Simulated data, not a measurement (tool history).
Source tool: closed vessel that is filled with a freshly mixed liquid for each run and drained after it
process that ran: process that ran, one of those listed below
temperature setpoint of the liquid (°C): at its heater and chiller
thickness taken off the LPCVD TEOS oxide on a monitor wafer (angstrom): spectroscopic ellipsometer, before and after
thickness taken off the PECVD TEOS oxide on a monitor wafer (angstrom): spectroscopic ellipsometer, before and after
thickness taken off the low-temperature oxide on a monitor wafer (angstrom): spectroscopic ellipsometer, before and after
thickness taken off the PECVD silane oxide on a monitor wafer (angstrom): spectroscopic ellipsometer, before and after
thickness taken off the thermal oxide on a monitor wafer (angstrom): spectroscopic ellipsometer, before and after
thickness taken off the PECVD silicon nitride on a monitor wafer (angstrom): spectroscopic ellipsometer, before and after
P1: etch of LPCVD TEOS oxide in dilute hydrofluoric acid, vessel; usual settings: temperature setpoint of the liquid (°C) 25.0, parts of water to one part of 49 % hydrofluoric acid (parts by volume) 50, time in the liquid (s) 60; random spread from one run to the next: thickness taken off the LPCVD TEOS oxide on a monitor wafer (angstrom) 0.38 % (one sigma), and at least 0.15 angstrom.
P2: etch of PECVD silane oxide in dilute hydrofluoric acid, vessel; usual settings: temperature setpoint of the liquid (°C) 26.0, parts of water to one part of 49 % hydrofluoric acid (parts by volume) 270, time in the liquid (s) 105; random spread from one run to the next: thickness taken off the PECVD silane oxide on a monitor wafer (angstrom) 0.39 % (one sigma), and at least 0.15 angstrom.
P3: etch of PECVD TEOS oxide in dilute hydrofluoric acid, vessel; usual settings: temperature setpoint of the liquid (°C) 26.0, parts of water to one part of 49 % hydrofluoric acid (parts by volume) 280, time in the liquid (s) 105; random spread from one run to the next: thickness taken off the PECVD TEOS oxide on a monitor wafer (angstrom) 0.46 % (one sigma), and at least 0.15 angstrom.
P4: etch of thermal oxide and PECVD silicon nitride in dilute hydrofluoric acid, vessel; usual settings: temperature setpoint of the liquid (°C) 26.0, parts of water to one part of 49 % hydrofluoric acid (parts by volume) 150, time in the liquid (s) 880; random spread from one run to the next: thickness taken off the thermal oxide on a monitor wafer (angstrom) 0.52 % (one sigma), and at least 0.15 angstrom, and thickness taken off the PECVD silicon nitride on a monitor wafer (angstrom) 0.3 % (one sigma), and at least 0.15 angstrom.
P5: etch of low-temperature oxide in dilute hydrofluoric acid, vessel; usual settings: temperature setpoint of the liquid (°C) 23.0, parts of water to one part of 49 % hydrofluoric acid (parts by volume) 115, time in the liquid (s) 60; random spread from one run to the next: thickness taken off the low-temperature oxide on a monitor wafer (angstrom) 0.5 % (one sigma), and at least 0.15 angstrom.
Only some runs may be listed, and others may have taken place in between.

| run | hour | process that ran | temperature setpoint of the liquid (°C) | parts of water to one part of 49 % hydrofluoric acid (parts by volume) | time in the liquid (s) | hours since the thermometer was replaced | hours since the hydrofluoric acid flow meter was replaced | thickness taken off the LPCVD TEOS oxide on a monitor wafer (angstrom) | thickness taken off the PECVD TEOS oxide on a monitor wafer (angstrom) | thickness taken off the low-temperature oxide on a monitor wafer (angstrom) | thickness taken off the PECVD silane oxide on a monitor wafer (angstrom) | thickness taken off the thermal oxide on a monitor wafer (angstrom) | thickness taken off the PECVD silicon nitride on a monitor wafer (angstrom) |
|---|---|---|---|---|---|---|---|---|---|---|---|---|---|
| 1 | 9.5 | P1 | 25.0 | 50 | 60 | 922.3 | 625.0 | 231.21 |  |  |  |  |  |
| 2 | 21.8 | P1 | 30.5 | 50 | 60 | 934.6 | 637.3 | 285.32 |  |  |  |  |  |
| 3 | 31.2 | P1 | 25.0 | 50 | 60 | 944.0 | 646.7 | 229.02 |  |  |  |  |  |
| 4 | 43.0 | P3 | 30.5 | 280 | 105 | 955.8 | 658.5 |  | 109.180 |  |  |  |  |
| 5 | 57.0 | P1 | 25.0 | 50 | 100 | 969.8 | 672.5 | 382.72 |  |  |  |  |  |
| 6 | 69.4 | P1 | 25.0 | 50 | 60 | 982.2 | 684.9 | 230.32 |  |  |  |  |  |
| 7 | 78.8 | P5 | 23.0 | 210 | 60 | 991.6 | 694.3 |  |  | 26.700 |  |  |  |
| 8 | 88.7 | P1 | 25.0 | 50 | 60 | 1001.5 | 704.2 | 229.81 |  |  |  |  |  |
| 9 | 101.6 | P1 | 17.0 | 50 | 60 | 1014.4 | 717.1 | 164.47 |  |  |  |  |  |
| 10 | 108.2 | P2 | 26.0 | 270 | 215 | 1021.0 | 723.7 |  |  |  | 276.45 |  |  |
| 11 | 122.8 | P3 | 26.0 | 280 | 30 | 1035.6 | 738.3 |  | 26.544 |  |  |  |  |
| 12 | 130.7 | P1 | 25.0 | 50 | 30 | 1043.5 | 746.2 | 115.04 |  |  |  |  |  |
| 13 | 140.8 | P1 | 25.0 | 20 | 60 | 1053.6 | 756.3 | 597.48 |  |  |  |  |  |
| 14 | 153.8 | P2 | 19.5 | 270 | 105 | 1066.6 | 769.3 |  |  |  | 106.91 |  |  |
| 15 | 162.1 | P5 | 18.0 | 115 | 60 | 1074.9 | 777.6 |  |  | 44.373 |  |  |  |
| 16 | 173.3 | P3 | 26.0 | 280 | 105 | 1086.1 | 788.8 |  | 93.938 |  |  |  |  |
| 17 | 186.1 | P2 | 26.0 | 270 | 105 | 1098.9 | 801.6 |  |  |  | 134.90 |  |  |
| 18 | 197.0 | P4 | 26.0 | 150 | 880 | 1109.8 | 812.5 |  |  |  |  | 283.700 | 324.93 |
| 19 | 205.9 | P2 | 26.0 | 270 | 105 | 1118.7 | 821.4 |  |  |  | 135.45 |  |  |
| 20 | 216.3 | P1 | 20.5 | 20 | 60 | 1129.1 | 831.8 | 493.79 |  |  |  |  |  |
| 21 | 227.3 | P1 | 25.0 | 50 | 60 | 1140.1 | 842.8 | 229.60 |  |  |  |  |  |
| 22 | 236.2 | P3 | 26.0 | 80 | 105 | 1149.0 | 851.7 |  | 411.030 |  |  |  |  |
| 23 | 251.0 | P1 | 25.0 | 75 | 60 | 1163.8 | 866.5 | 148.15 |  |  |  |  |  |
| 24 | 266.0 | P5 | 23.0 | 115 | 110 | 1178.8 | 881.5 |  |  | 99.528 |  |  |  |
| 25 | 278.2 | P2 | 26.0 | 55 | 105 | 1191.0 | 893.7 |  |  |  | 856.49 |  |  |
| 26 | 292.4 | P4 | 26.0 | 75 | 880 | 1205.2 | 907.9 |  |  |  |  | 626.420 | 646.66 |
| 27 | 302.3 | P1 | 25.0 | 80 | 90 | 1215.1 | 917.8 | 207.01 |  |  |  |  |  |
| 28 | 310.0 | P4 | 26.0 | 150 | 290 | 1222.8 | 925.5 |  |  |  |  | 92.262 | 106.15 |
| 29 | 324.7 | P4 | 22.0 | 150 | 880 | 1237.5 | 940.2 |  |  |  |  | 244.770 | 251.73 |
| 30 | 336.9 | P1 | 25.0 | 50 | 60 | 1249.7 | 952.4 | 230.65 |  |  |  |  |  |
| 31 | 344.2 | P5 | 23.0 | 115 | 60 | 1257.0 | 959.7 |  |  | 53.896 |  |  |  |
| 32 | 355.8 | P3 | 26.0 | 280 | 105 | 1268.6 | 971.3 |  | 93.716 |  |  |  |  |
| 33 | 368.5 | P1 | 25.0 | 50 | 60 | 1281.3 | 984.0 | 230.86 |  |  |  |  |  |
| 34 | 377.6 | P1 | 25.0 | 50 | 60 | 1290.4 | 993.1 | 236.69 |  |  |  |  |  |
| 35 | 392.0 | P1 | 25.0 | 50 | 60 | 1304.8 | 1007.5 | 240.13 |  |  |  |  |  |
| 36 | 400.1 | P1 | 25.0 | 50 | 60 | 1312.9 | 1015.6 | 242.08 |  |  |  |  |  |
| 37 | 406.7 | P1 | 25.0 | 50 | 60 | 1319.5 | 1022.2 | 242.12 |  |  |  |  |  |
| 38 | 413.6 | P1 | 25.0 | 50 | 60 | 1326.4 | 1029.1 | 242.43 |  |  |  |  |  |
| 39 | 427.3 | P1 | 25.0 | 50 | 60 | 1340.1 | 1042.8 | 243.74 |  |  |  |  |  |
| 40 | 437.1 | P1 | 25.0 | 50 | 60 | 1349.9 | 1052.6 | 245.27 |  |  |  |  |  |

Compared with where it was, what P1 gives has crept away. Each cause listed below fits the log as well as the rest, at the size given for it:
A: liquid hotter than its thermometer reads (K) = 1.47
B: hydrofluoric acid flow above the setpoint (%) = 5.74
The drift started at roughly hour 368.5.

Each of the 4 check runs below uses one wafer; its results are left as question marks. Which run tells the causes apart?
| check 1 | 446.9 | P3 | 26.0 | 95 | 40 |  |  |  | ? |  |  |  |  |
| check 2 | 446.9 | P2 | 20.0 | 55 | 105 |  |  |  |  |  | ? |  |  |
| check 3 | 446.9 | P5 | 23.0 | 180 | 60 |  |  |  |  | ? |  |  |  |
| check 4 | 446.9 | P4 | 26.0 | 80 | 880 |  |  |  |  |  |  | ? | ? |

How each check would come out, cause by cause:
| check | result | if A | if B |
|---|---|---|---|
| check 1 | thickness taken off the PECVD TEOS oxide on a monitor wafer (angstrom) | 138.070 | 138.840 |
| check 2 | thickness taken off the PECVD silane oxide on a monitor wafer (angstrom) | 711.12 | 709.43 |
| check 3 | thickness taken off the low-temperature oxide on a monitor wafer (angstrom) | 33.953 | 34.334 |
| check 4 | thickness taken off the thermal oxide on a monitor wafer (angstrom) | 615.880 | 618.250 |
| check 4 | thickness taken off the PECVD silicon nitride on a monitor wafer (angstrom) | 668.20 | 641.71 |
How far apart the two closest causes lie, in the result that separates them most: check 1 0.55 %; check 2 0.24 %; check 3 1.12 %; check 4 4.05 %
Only check 4 tells the causes apart: in the others they would give nearly the same result.

Running check 4 produced the following: thickness taken off the thermal oxide on a monitor wafer (angstrom) 614.230; thickness taken off the PECVD silicon nitride on a monitor wafer (angstrom) 669.27. Which one of the listed causes fits?

It is A: liquid hotter than its thermometer reads (K).
